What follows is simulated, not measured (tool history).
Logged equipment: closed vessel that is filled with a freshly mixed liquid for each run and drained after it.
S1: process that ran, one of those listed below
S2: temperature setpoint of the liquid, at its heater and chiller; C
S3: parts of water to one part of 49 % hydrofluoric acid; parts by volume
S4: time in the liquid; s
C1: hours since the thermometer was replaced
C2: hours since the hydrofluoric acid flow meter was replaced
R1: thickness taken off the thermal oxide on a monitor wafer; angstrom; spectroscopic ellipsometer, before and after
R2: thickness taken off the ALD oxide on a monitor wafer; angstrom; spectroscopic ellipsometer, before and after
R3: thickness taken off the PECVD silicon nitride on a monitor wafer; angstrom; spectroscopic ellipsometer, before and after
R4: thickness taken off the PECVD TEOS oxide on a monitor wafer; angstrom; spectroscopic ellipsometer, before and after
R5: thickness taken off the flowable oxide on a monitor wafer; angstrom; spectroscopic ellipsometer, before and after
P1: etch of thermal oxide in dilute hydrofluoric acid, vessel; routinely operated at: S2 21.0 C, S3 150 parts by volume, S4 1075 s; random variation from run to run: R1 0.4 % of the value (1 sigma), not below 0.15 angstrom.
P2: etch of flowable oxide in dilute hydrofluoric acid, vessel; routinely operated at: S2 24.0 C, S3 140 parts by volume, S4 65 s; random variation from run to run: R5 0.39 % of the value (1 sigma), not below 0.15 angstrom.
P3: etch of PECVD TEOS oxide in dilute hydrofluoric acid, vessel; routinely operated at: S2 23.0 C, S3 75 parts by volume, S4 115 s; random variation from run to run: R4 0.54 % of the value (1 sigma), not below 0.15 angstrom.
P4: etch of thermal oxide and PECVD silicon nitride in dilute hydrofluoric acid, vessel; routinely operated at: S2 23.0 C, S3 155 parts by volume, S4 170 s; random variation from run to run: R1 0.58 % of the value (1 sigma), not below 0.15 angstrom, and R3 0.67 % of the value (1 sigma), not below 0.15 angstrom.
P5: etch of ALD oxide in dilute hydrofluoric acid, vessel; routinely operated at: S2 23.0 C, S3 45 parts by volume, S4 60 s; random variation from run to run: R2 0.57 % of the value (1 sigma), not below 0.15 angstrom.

run 1 hour=14.1 | S1=P1 S2=21.0 S3=150 S4=1075 | C1=99.4 C2=338.4 | R1=293.330
run 2 hour=26.3 | S1=P1 S2=25.5 S3=150 S4=1075 | C1=111.6 C2=350.6 | R1=349.270
run 3 hour=39.0 | S1=P1 S2=21.0 S3=150 S4=285 | C1=124.3 C2=363.3 | R1=78.063
run 4 hour=52.9 | S1=P1 S2=21.0 S3=30 S4=1075 | C1=138.2 C2=377.2 | R1=1679.300
run 5 hour=61.6 | S1=P5 S2=23.0 S3=70 S4=60 | C1=146.9 C2=385.9 | R2=269.48
run 6 hour=73.7 | S1=P1 S2=21.0 S3=150 S4=1075 | C1=159.0 C2=398.0 | R1=294.480
run 7 hour=81.0 | S1=P1 S2=21.0 S3=150 S4=1075 | C1=166.3 C2=405.3 | R1=292.840
run 8 hour=94.5 | S1=P4 S2=29.0 S3=155 S4=170 | C1=179.8 C2=418.8 | R1=58.700 R3=51.475
run 9 hour=103.7 | S1=P5 S2=18.5 S3=45 S4=60 | C1=189.0 C2=428.0 | R2=353.13
run 10 hour=112.5 | S1=P3 S2=23.0 S3=20 S4=115 | C1=197.8 C2=436.8 | R4=904.89
run 11 hour=126.4 | S1=P5 S2=23.0 S3=45 S4=60 | C1=211.7 C2=450.7 | R2=429.89
run 12 hour=137.7 | S1=P2 S2=24.0 S3=140 S4=65 | C1=223.0 C2=462.0 | R5=120.830
run 13 hour=147.5 | S1=P4 S2=23.0 S3=270 S4=170 | C1=232.8 C2=471.8 | R1=23.823 R3=20.539
run 14 hour=155.4 | S1=P1 S2=21.0 S3=150 S4=1075 | C1=240.7 C2=479.7 | R1=292.640
run 15 hour=168.3 | S1=P2 S2=17.0 S3=140 S4=65 | C1=253.6 C2=492.6 | R5=91.459
run 16 hour=179.1 | S1=P1 S2=21.0 S3=150 S4=1075 | C1=264.4 C2=503.4 | R1=295.470
run 17 hour=185.8 | S1=P3 S2=23.0 S3=75 S4=115 | C1=271.1 C2=510.1 | R4=224.41
run 18 hour=198.3 | S1=P1 S2=17.0 S3=150 S4=1975 | C1=283.6 C2=522.6 | R1=458.980
run 19 hour=210.8 | S1=P3 S2=23.0 S3=75 S4=230 | C1=296.1 C2=535.1 | R4=450.94
run 20 hour=217.5 | S1=P4 S2=23.0 S3=155 S4=170 | C1=302.8 C2=541.8 | R1=47.384 R3=35.296
run 21 hour=225.9 | S1=P1 S2=17.0 S3=215 S4=1075 | C1=311.2 C2=550.2 | R1=163.570
run 22 hour=234.3 | S1=P4 S2=23.0 S3=155 S4=170 | C1=319.6 C2=558.6 | R1=47.110 R3=35.187
run 23 hour=241.2 | S1=P1 S2=17.0 S3=150 S4=1075 | C1=326.5 C2=565.5 | R1=249.780
run 24 hour=248.5 | S1=P1 S2=21.0 S3=215 S4=1075 | C1=333.8 C2=572.8 | R1=192.600
run 25 hour=261.3 | S1=P5 S2=23.0 S3=45 S4=105 | C1=346.6 C2=585.6 | R2=752.98
run 26 hour=268.5 | S1=P3 S2=23.0 S3=75 S4=115 | C1=353.8 C2=592.8 | R4=224.56
run 27 hour=282.5 | S1=P2 S2=24.0 S3=80 S4=65 | C1=367.8 C2=606.8 | R5=228.160
run 28 hour=296.2 | S1=P2 S2=24.0 S3=140 S4=30 | C1=381.5 C2=620.5 | R5=55.576
run 29 hour=307.1 | S1=P1 S2=21.0 S3=150 S4=1755 | C1=392.4 C2=631.4 | R1=478.210
run 30 hour=321.3 | S1=P1 S2=21.0 S3=150 S4=1075 | C1=406.6 C2=645.6 | R1=291.480
run 31 hour=333.6 | S1=P5 S2=23.0 S3=45 S4=60 | C1=418.9 C2=657.9 | R2=427.97
run 32 hour=342.9 | S1=P4 S2=23.0 S3=155 S4=70 | C1=428.2 C2=667.2 | R1=19.496 R3=14.520
run 33 hour=355.3 | S1=P3 S2=31.0 S3=75 S4=115 | C1=440.6 C2=679.6 | R4=308.77
run 34 hour=363.9 | S1=P1 S2=21.0 S3=150 S4=1075 | C1=449.2 C2=688.2 | R1=294.710
run 35 hour=372.7 | S1=P1 S2=21.0 S3=150 S4=1075 | C1=458.0 C2=697.0 | R1=287.020
run 36 hour=385.7 | S1=P1 S2=21.0 S3=150 S4=1075 | C1=471.0 C2=710.0 | R1=275.780
run 37 hour=394.0 | S1=P1 S2=21.0 S3=150 S4=1075 | C1=479.3 C2=718.3 | R1=275.890
run 38 hour=406.2 | S1=P1 S2=21.0 S3=150 S4=1075 | C1=491.5 C2=730.5 | R1=271.660
run 39 hour=420.4 | S1=P1 S2=21.0 S3=150 S4=1075 | C1=505.7 C2=744.7 | R1=269.790
run 40 hour=434.5 | S1=P1 S2=21.0 S3=150 S4=1075 | C1=519.8 C2=758.8 | R1=270.710

The output of P1 has drifted from where it used to be. Each of the 2 causes below, taken at the size shown beside it, accounts for the log equally well:
A: hydrofluoric acid flow below the setpoint (%) = 6.86
B: liquid colder than its thermometer reads (K) = 2.09
The gradual shift began around hour 363.9.

Question marks stand in for the results of the 4 check runs listed below, each run on one wafer. Under which run would the listed causes show clearly different results?
run check 1 hour=448.6 | S1=P2 S2=24.0 S3=140 S4=65 | R5=?
run check 2 hour=448.6 | S1=P3 S2=23.0 S3=75 S4=115 | R4=?
run check 3 hour=448.6 | S1=P4 S2=23.0 S3=155 S4=170 | R1=? R3=?
run check 4 hour=448.6 | S1=P5 S2=23.0 S3=45 S4=60 | R2=?

Expected result of each check under each candidate cause:
check=check_1 result=R5 if_A=111.610 if_B=111.790
check=check_2 result=R4 if_A=208.16 if_B=206.50
check=check_3 result=R1 if_A=43.215 if_B=43.318
check=check_3 result=R3 if_A=32.896 if_B=30.766
check=check_4 result=R2 if_A=398.05 if_B=393.12
How far apart the two closest causes lie, in the result that separates them most: check 1 0.16 %; check 2 0.8 %; check 3 6.69 %; check 4 1.25 %
The other checks would show nearly matching results whichever cause is true, so check 3 is the only one that separates the causes.

Running check 3 produced the following: R1 42.915 angstrom; R3 30.474 angstrom. Which one of the listed causes fits?

Of the candidate causes, it is B: liquid colder than its thermometer reads (K).
